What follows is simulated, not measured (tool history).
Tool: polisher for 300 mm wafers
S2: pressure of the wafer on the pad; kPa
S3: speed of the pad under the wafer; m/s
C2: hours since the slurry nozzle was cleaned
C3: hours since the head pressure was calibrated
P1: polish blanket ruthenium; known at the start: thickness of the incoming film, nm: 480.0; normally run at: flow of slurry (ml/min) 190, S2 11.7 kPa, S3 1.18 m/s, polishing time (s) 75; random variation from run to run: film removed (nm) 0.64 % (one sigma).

{"run": 1, "day": 0.454, "flow of slurry (ml/min)": 190, "S2": 11.7, "S3": 1.18, "polishing time (s)": 75, "wafers polished on this pad": 717, "C2": 136.6, "C3": 181, "film removed (nm)": 88.43}
{"run": 2, "day": 1.021, "flow of slurry (ml/min)": 190, "S2": 11.7, "S3": 1.18, "polishing time (s)": 75, "wafers polished on this pad": 903, "C2": 150.2, "C3": 194.6, "film removed (nm)": 86.85}
{"run": 3, "day": 1.55, "flow of slurry (ml/min)": 190, "S2": 11.7, "S3": 1.18, "polishing time (s)": 115, "wafers polished on this pad": 1076, "C2": 162.9, "C3": 207.3, "film removed (nm)": 136.19}
{"run": 4, "day": 2.125, "flow of slurry (ml/min)": 190, "S2": 17.2, "S3": 1.18, "polishing time (s)": 75, "wafers polished on this pad": 1264, "C2": 176.7, "C3": 221.1, "film removed (nm)": 129.78}
{"run": 5, "day": 2.608, "flow of slurry (ml/min)": 190, "S2": 11.7, "S3": 1.18, "polishing time (s)": 75, "wafers polished on this pad": 1422, "C2": 188.3, "C3": 232.7, "film removed (nm)": 87.351}
{"run": 6, "day": 2.971, "flow of slurry (ml/min)": 190, "S2": 8.3, "S3": 1.18, "polishing time (s)": 75, "wafers polished on this pad": 1541, "C2": 197, "C3": 241.4, "film removed (nm)": 62.649}
{"run": 7, "day": 3.592, "flow of slurry (ml/min)": 190, "S2": 11.7, "S3": 1.84, "polishing time (s)": 75, "wafers polished on this pad": 1744, "C2": 211.9, "C3": 256.3, "film removed (nm)": 137.01}
{"run": 8, "day": 4.083, "flow of slurry (ml/min)": 190, "S2": 11.7, "S3": 1.18, "polishing time (s)": 75, "wafers polished on this pad": 1905, "C2": 223.7, "C3": 268.1, "film removed (nm)": 87.81}
{"run": 9, "day": 4.862, "flow of slurry (ml/min)": 190, "S2": 11.7, "S3": 1.18, "polishing time (s)": 75, "wafers polished on this pad": 2160, "C2": 242.4, "C3": 286.8, "film removed (nm)": 88.663}
{"run": 10, "day": 5.354, "flow of slurry (ml/min)": 190, "S2": 11.7, "S3": 0.54, "polishing time (s)": 75, "wafers polished on this pad": 2321, "C2": 254.2, "C3": 298.6, "film removed (nm)": 40.525}
{"run": 11, "day": 5.992, "flow of slurry (ml/min)": 115, "S2": 7.6, "S3": 1.18, "polishing time (s)": 75, "wafers polished on this pad": 2529, "C2": 269.5, "C3": 313.9, "film removed (nm)": 51.522}
{"run": 12, "day": 6.654, "flow of slurry (ml/min)": 255, "S2": 11.7, "S3": 1.18, "polishing time (s)": 75, "wafers polished on this pad": 2746, "C2": 285.4, "C3": 329.8, "film removed (nm)": 90.306}
{"run": 13, "day": 7.404, "flow of slurry (ml/min)": 115, "S2": 11.7, "S3": 1.18, "polishing time (s)": 75, "wafers polished on this pad": 2992, "C2": 303.4, "C3": 347.8, "film removed (nm)": 80.632}
{"run": 14, "day": 7.838, "flow of slurry (ml/min)": 190, "S2": 11.7, "S3": 1.18, "polishing time (s)": 36, "wafers polished on this pad": 3133, "C2": 313.8, "C3": 358.2, "film removed (nm)": 42.297}
{"run": 15, "day": 8.229, "flow of slurry (ml/min)": 190, "S2": 11.7, "S3": 1.52, "polishing time (s)": 44, "wafers polished on this pad": 3262, "C2": 323.2, "C3": 367.6, "film removed (nm)": 65.587}
{"run": 16, "day": 8.633, "flow of slurry (ml/min)": 190, "S2": 11.7, "S3": 1.18, "polishing time (s)": 75, "wafers polished on this pad": 3394, "C2": 332.9, "C3": 377.3, "film removed (nm)": 88.306}
{"run": 17, "day": 9.0, "flow of slurry (ml/min)": 190, "S2": 11.7, "S3": 1.18, "polishing time (s)": 75, "wafers polished on this pad": 3514, "C2": 341.7, "C3": 386.1, "film removed (nm)": 85.853}
{"run": 18, "day": 9.7, "flow of slurry (ml/min)": 190, "S2": 11.7, "S3": 1.18, "polishing time (s)": 75, "wafers polished on this pad": 3743, "C2": 358.5, "C3": 402.9, "film removed (nm)": 83.812}
{"run": 19, "day": 10.246, "flow of slurry (ml/min)": 190, "S2": 11.7, "S3": 1.18, "polishing time (s)": 75, "wafers polished on this pad": 3922, "C2": 371.6, "C3": 416, "film removed (nm)": 83.354}
{"run": 20, "day": 10.717, "flow of slurry (ml/min)": 190, "S2": 11.7, "S3": 1.18, "polishing time (s)": 75, "wafers polished on this pad": 4076, "C2": 382.9, "C3": 427.3, "film removed (nm)": 82.271}
{"run": 21, "day": 11.425, "flow of slurry (ml/min)": 190, "S2": 11.7, "S3": 1.18, "polishing time (s)": 75, "wafers polished on this pad": 4308, "C2": 399.9, "C3": 444.3, "film removed (nm)": 81.147}
{"day": 11.742, "done": "worn pad replaced by a new one"}
{"run": 22, "day": 12.154, "flow of slurry (ml/min)": 190, "S2": 11.7, "S3": 1.18, "polishing time (s)": 75, "wafers polished on this pad": 136, "C2": 417.4, "C3": 461.8, "film removed (nm)": 80.449}
{"run": 23, "day": 12.842, "flow of slurry (ml/min)": 190, "S2": 11.7, "S3": 1.18, "polishing time (s)": 75, "wafers polished on this pad": 361, "C2": 433.9, "C3": 478.3, "film removed (nm)": 80.642}
{"run": 24, "day": 13.579, "flow of slurry (ml/min)": 190, "S2": 11.7, "S3": 1.18, "polishing time (s)": 75, "wafers polished on this pad": 602, "C2": 451.6, "C3": 496, "film removed (nm)": 80.272}
{"run": 25, "day": 13.962, "flow of slurry (ml/min)": 190, "S2": 11.7, "S3": 1.18, "polishing time (s)": 75, "wafers polished on this pad": 728, "C2": 460.8, "C3": 505.2, "film removed (nm)": 80.338}
{"run": 26, "day": 14.4, "flow of slurry (ml/min)": 190, "S2": 11.7, "S3": 1.18, "polishing time (s)": 75, "wafers polished on this pad": 871, "C2": 471.3, "C3": 515.7, "film removed (nm)": 80.835}
{"run": 27, "day": 14.938, "flow of slurry (ml/min)": 190, "S2": 11.7, "S3": 1.18, "polishing time (s)": 75, "wafers polished on this pad": 1047, "C2": 484.2, "C3": 528.6, "film removed (nm)": 80.287}

What P1 gives has crept away from where it was. These 2 causes fit the log equally well, each at the size given:
A: head's pressure below its setpoint, % = 8.35
B: slurry flow missing at the pad, % = 38.9
The creep began at about day 8.633.
Why every other cause is out:
removal rate lost through wear of the pad, %: serviced at day 11.742, which brought nothing back

4 check runs are offered, one wafer each, their results left as question marks. Which one tells the causes apart?
{"run": "check 1", "day": 15.475, "flow of slurry (ml/min)": 190, "S2": 11.7, "S3": 0.54, "polishing time (s)": 75, "film removed (nm)": "?"}
{"run": "check 2", "day": 15.475, "flow of slurry (ml/min)": 190, "S2": 11.7, "S3": 1.18, "polishing time (s)": 52, "film removed (nm)": "?"}
{"run": "check 3", "day": 15.475, "flow of slurry (ml/min)": 190, "S2": 11.7, "S3": 1.84, "polishing time (s)": 75, "film removed (nm)": "?"}
{"run": "check 4", "day": 15.475, "flow of slurry (ml/min)": 115, "S2": 17.2, "S3": 1.18, "polishing time (s)": 75, "film removed (nm)": "?"}

What each check would give under each cause:
check=check_1 result=film_removed_(nm) if_A=36.797 if_B=36.794
check=check_2 result=film_removed_(nm) if_A=55.749 if_B=55.746
check=check_3 result=film_removed_(nm) if_A=125.38 if_B=125.37
check=check_4 result=film_removed_(nm) if_A=108.14 if_B=102.92
How far apart the two closest causes lie, in the result that separates them most: check 1 0.01 %; check 2 0.01 %; check 3 0.01 %; check 4 4.94 %
Only check 4 tells the causes apart: in the others they would give nearly the same result.

Then check 4 was run and gave: film removed (nm) 108.42. Which cause is it?

It is A: head's pressure below its setpoint, %.

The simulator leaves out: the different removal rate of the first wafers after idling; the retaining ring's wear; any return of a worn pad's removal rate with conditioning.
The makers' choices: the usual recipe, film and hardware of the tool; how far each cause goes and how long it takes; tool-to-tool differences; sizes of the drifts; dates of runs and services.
